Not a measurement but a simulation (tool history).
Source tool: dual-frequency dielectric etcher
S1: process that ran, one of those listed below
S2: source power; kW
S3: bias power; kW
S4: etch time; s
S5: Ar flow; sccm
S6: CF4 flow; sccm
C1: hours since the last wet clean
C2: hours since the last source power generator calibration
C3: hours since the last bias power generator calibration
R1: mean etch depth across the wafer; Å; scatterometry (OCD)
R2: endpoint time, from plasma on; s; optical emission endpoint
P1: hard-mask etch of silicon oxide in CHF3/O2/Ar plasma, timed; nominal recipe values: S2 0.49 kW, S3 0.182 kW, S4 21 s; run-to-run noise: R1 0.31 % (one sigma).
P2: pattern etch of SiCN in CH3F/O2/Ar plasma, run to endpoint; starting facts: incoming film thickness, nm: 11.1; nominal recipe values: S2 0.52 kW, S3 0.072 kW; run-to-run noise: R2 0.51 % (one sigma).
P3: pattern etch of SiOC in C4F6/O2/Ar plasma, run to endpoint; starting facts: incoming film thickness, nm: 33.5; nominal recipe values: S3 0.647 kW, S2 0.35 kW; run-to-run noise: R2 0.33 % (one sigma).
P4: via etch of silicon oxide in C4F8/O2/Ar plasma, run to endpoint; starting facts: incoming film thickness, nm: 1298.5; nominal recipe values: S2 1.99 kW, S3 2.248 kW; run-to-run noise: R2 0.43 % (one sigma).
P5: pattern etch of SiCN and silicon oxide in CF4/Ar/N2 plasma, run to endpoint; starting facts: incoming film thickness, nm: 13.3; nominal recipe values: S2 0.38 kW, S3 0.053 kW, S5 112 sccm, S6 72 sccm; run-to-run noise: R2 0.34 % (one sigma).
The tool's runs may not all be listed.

Run 1, hour 2.4: S1 P1, S2 0.49 kW, S3 0.182 kW, S4 21 s; C1 50.6; C2 1791.5; C3 826.4. Result: R1 391.27 Å.
Run 2, hour 5.7: S1 P2, S2 0.52 kW, S3 0.1 kW; C1 53.9; C2 1794.8; C3 829.7. Result: R2 24.004 s.
Run 3, hour 10.3: S1 P1, S2 0.41 kW, S3 0.182 kW, S4 12.5 s; C1 58.5; C2 1799.4; C3 834.3. Result: R1 220.15 Å.
Run 4, hour 14.7: S1 P1, S2 0.49 kW, S3 0.182 kW, S4 21 s; C1 62.9; C2 1803.8; C3 838.7. Result: R1 391.18 Å.
Run 5, hour 17.4: S1 P5, S2 0.38 kW, S3 0.053 kW, S5 112 sccm, S6 97 sccm; C1 65.6; C2 1806.5; C3 841.4. Result: R2 19.939 s.
Run 6, hour 19.5: S1 P1, S2 0.49 kW, S3 0.182 kW, S4 21 s; C1 67.7; C2 1808.6; C3 843.5. Result: R1 393.44 Å.
Run 7, hour 23.2: S1 P4, S2 1.99 kW, S3 2.248 kW; C1 71.4; C2 1812.3; C3 847.2. Result: R2 244.21 s.
Run 8, hour 27.6: S1 P2, S2 0.52 kW, S3 0.072 kW; C1 75.8; C2 1816.7; C3 851.6. Result: R2 26.792 s.
Run 9, hour 31: S1 P1, S2 0.49 kW, S3 0.111 kW, S4 14 s; C1 79.2; C2 1820.1; C3 855. Result: R1 222.87 Å.
Run 10, hour 33.4: S1 P2, S2 0.67 kW, S3 0.072 kW; C1 81.6; C2 1822.5; C3 857.4. Result: R2 24.5 s.
Run 11, hour 38.1: S1 P4, S2 1.99 kW, S3 2.248 kW; C1 86.3; C2 1827.2; C3 862.1. Result: R2 244.23 s.
Run 12, hour 42.3: S1 P1, S2 0.49 kW, S3 0.182 kW, S4 21 s; C1 90.5; C2 1831.4; C3 866.3. Result: R1 392.26 Å.
Run 13, hour 45.8: S1 P5, S2 0.38 kW, S3 0.053 kW, S5 112 sccm, S6 72 sccm; C1 94; C2 1834.9; C3 869.8. Result: R2 20.964 s.
Run 14, hour 50.2: S1 P3, S2 0.35 kW, S3 0.647 kW; C1 98.4; C2 1839.3; C3 874.2. Result: R2 10.771 s.
Run 15, hour 54.6: S1 P1, S2 0.49 kW, S3 0.182 kW, S4 14.5 s; C1 102.8; C2 1843.7; C3 878.6. Result: R1 270.52 Å.
Run 16, hour 58.4: S1 P1, S2 0.49 kW, S3 0.224 kW, S4 21 s; C1 106.6; C2 1847.5; C3 882.4. Result: R1 420.3 Å.
Run 17, hour 63.1: S1 P1, S2 0.29 kW, S3 0.182 kW, S4 21 s; C1 111.3; C2 1852.2; C3 887.1. Result: R1 322.99 Å.
Run 18, hour 65.5: S1 P2, S2 0.52 kW, S3 0.072 kW; C1 113.7; C2 1854.6; C3 889.5. Result: R2 26.754 s.
Run 19, hour 70.1: S1 P1, S2 0.49 kW, S3 0.182 kW, S4 21 s; C1 118.3; C2 1859.2; C3 894.1. Result: R1 391.56 Å.
Run 20, hour 72.7: S1 P5, S2 0.38 kW, S3 0.053 kW, S5 137 sccm, S6 72 sccm; C1 120.9; C2 1861.8; C3 896.7. Result: R2 21.719 s.
Run 21, hour 76.3: S1 P3, S2 0.35 kW, S3 0.903 kW; C1 124.5; C2 1865.4; C3 900.3. Result: R2 9.4041 s.
Run 22, hour 80.1: S1 P3, S2 0.26 kW, S3 0.647 kW; C1 128.3; C2 1869.2; C3 904.1. Result: R2 11.989 s.
Run 23, hour 84.4: S1 P1, S2 0.49 kW, S3 0.182 kW, S4 30.5 s; C1 132.6; C2 1873.5; C3 908.4. Result: R1 571.21 Å.
Run 24, hour 87: S1 P1, S2 0.49 kW, S3 0.182 kW, S4 21 s; C1 135.2; C2 1876.1; C3 911. Result: R1 394.23 Å.
Run 25, hour 89.7: S1 P5, S2 0.38 kW, S3 0.053 kW, S5 112 sccm, S6 72 sccm; C1 137.9; C2 1878.8; C3 913.7. Result: R2 20.917 s.
Run 26, hour 93.3: S1 P5, S2 0.23 kW, S3 0.053 kW, S5 112 sccm, S6 72 sccm; C1 141.5; C2 1882.4; C3 917.3. Result: R2 32.641 s.
At hour 94.8: wet clean of the chamber.
Run 27, hour 97.7: S1 P1, S2 0.49 kW, S3 0.182 kW, S4 21 s; C1 2.9; C2 1886.8; C3 921.7. Result: R1 392.38 Å.
At hour 99.1: source power generator calibrated.
Run 28, hour 101: S1 P5, S2 0.38 kW, S3 0.032 kW, S5 112 sccm, S6 72 sccm; C1 6.2; C2 2; C3 925. Result: R2 24.388 s.
Run 29, hour 103.1: S1 P1, S2 0.49 kW, S3 0.119 kW, S4 21 s; C1 8.3; C2 4.1; C3 927.1. Result: R1 341.55 Å.
Run 30, hour 105.3: S1 P4, S2 1.21 kW, S3 2.248 kW; C1 10.5; C2 6.3; C3 929.3. Result: R2 296.32 s.
Run 31, hour 107.6: S1 P4, S2 1.99 kW, S3 3.009 kW; C1 12.8; C2 8.6; C3 931.6. Result: R2 224.33 s.
Run 32, hour 112.1: S1 P1, S2 0.63 kW, S3 0.182 kW, S4 21 s; C1 17.3; C2 13.1; C3 936.1. Result: R1 433.03 Å.
Run 33, hour 115.6: S1 P1, S2 0.49 kW, S3 0.182 kW, S4 21 s; C1 20.8; C2 16.6; C3 939.6. Result: R1 393.6 Å.
Run 34, hour 119.8: S1 P1, S2 0.49 kW, S3 0.182 kW, S4 21 s; C1 25; C2 20.8; C3 943.8. Result: R1 395.34 Å.
Run 35, hour 122.1: S1 P1, S2 0.49 kW, S3 0.182 kW, S4 21 s; C1 27.3; C2 23.1; C3 946.1. Result: R1 395.25 Å.
Run 36, hour 125.3: S1 P1, S2 0.49 kW, S3 0.182 kW, S4 21 s; C1 30.5; C2 26.3; C3 949.3. Result: R1 396.7 Å.
Run 37, hour 127.7: S1 P1, S2 0.49 kW, S3 0.182 kW, S4 21 s; C1 32.9; C2 28.7; C3 951.7. Result: R1 397.87 Å.
Run 38, hour 132: S1 P1, S2 0.49 kW, S3 0.182 kW, S4 21 s; C1 37.2; C2 33; C3 956. Result: R1 399.09 Å.
At hour 132.1: wet clean of the chamber.
Run 39, hour 134.6: S1 P1, S2 0.49 kW, S3 0.182 kW, S4 21 s; C1 2.6; C2 35.6; C3 958.6. Result: R1 400.84 Å.
Run 40, hour 138.5: S1 P1, S2 0.49 kW, S3 0.182 kW, S4 21 s; C1 6.5; C2 39.5; C3 962.5. Result: R1 399.33 Å.
Run 41, hour 141: S1 P1, S2 0.49 kW, S3 0.182 kW, S4 21 s; C1 9; C2 42; C3 965. Result: R1 396.37 Å.
Run 42, hour 145: S1 P1, S2 0.49 kW, S3 0.182 kW, S4 21 s; C1 13; C2 46; C3 969. Result: R1 399.72 Å.
Run 43, hour 148.9: S1 P1, S2 0.49 kW, S3 0.182 kW, S4 21 s; C1 16.9; C2 49.9; C3 972.9. Result: R1 400.02 Å.
Run 44, hour 151.5: S1 P1, S2 0.49 kW, S3 0.182 kW, S4 21 s; C1 19.5; C2 52.5; C3 975.5. Result: R1 400.08 Å.

P1 no longer gives what it gave before; its output has crept away from where it was. The following 2 causes, each at its listed size, fit the log equally well:
A: source power that arrives over what is set, % = 4.19
B: bias power that arrives over what is set, % = 4.66
The creep began at about hour 115.6.
Ruled out, with reasons:
chamber walls in a state that raises the etch rate, %: serviced at hour 132.1, after the change had begun; the process did not return to its earlier output

Consider the 4 check runs below, whose results appear as question marks and each of which averages 2 wafers. Which one distinguishes the causes, in that each cause would give it a clearly different result?
Run check 1, hour 154.1: S1 P3, S2 0.27 kW, S3 0.831 kW. Result: R2 ?.
Run check 2, hour 154.1: S1 P2, S2 0.66 kW, S3 0.092 kW. Result: R2 ?.
Run check 3, hour 154.1: S1 P5, S2 0.26 kW, S3 0.053 kW, S5 112 sccm, S6 95 sccm. Result: R2 ?.
Run check 4, hour 154.1: S1 P4, S2 1.99 kW, S3 2.956 kW. Result: R2 ?.

What every check run would give for each of its results, assuming each possible cause in turn:
  check  result    if A    if B
check 1      R2  10.537  10.498
check 2      R2  22.134  22.111
check 3      R2  27.002  27.599
check 4      R2  221.19   221.6
Minimum pairwise separation of causes per check, each pair taken at its best-separating result: check 1 0.37 %; check 2 0.1 %; check 3 2.18 %; check 4 0.18 %
Check 3 distinguishes between the causes, while the remaining checks would return nearly the same result for all of them.

After running check 3, the following was obtained: R2 27.484 s. Which cause does this point to?

Of the candidate causes, it is B: bias power that arrives over what is set, %.
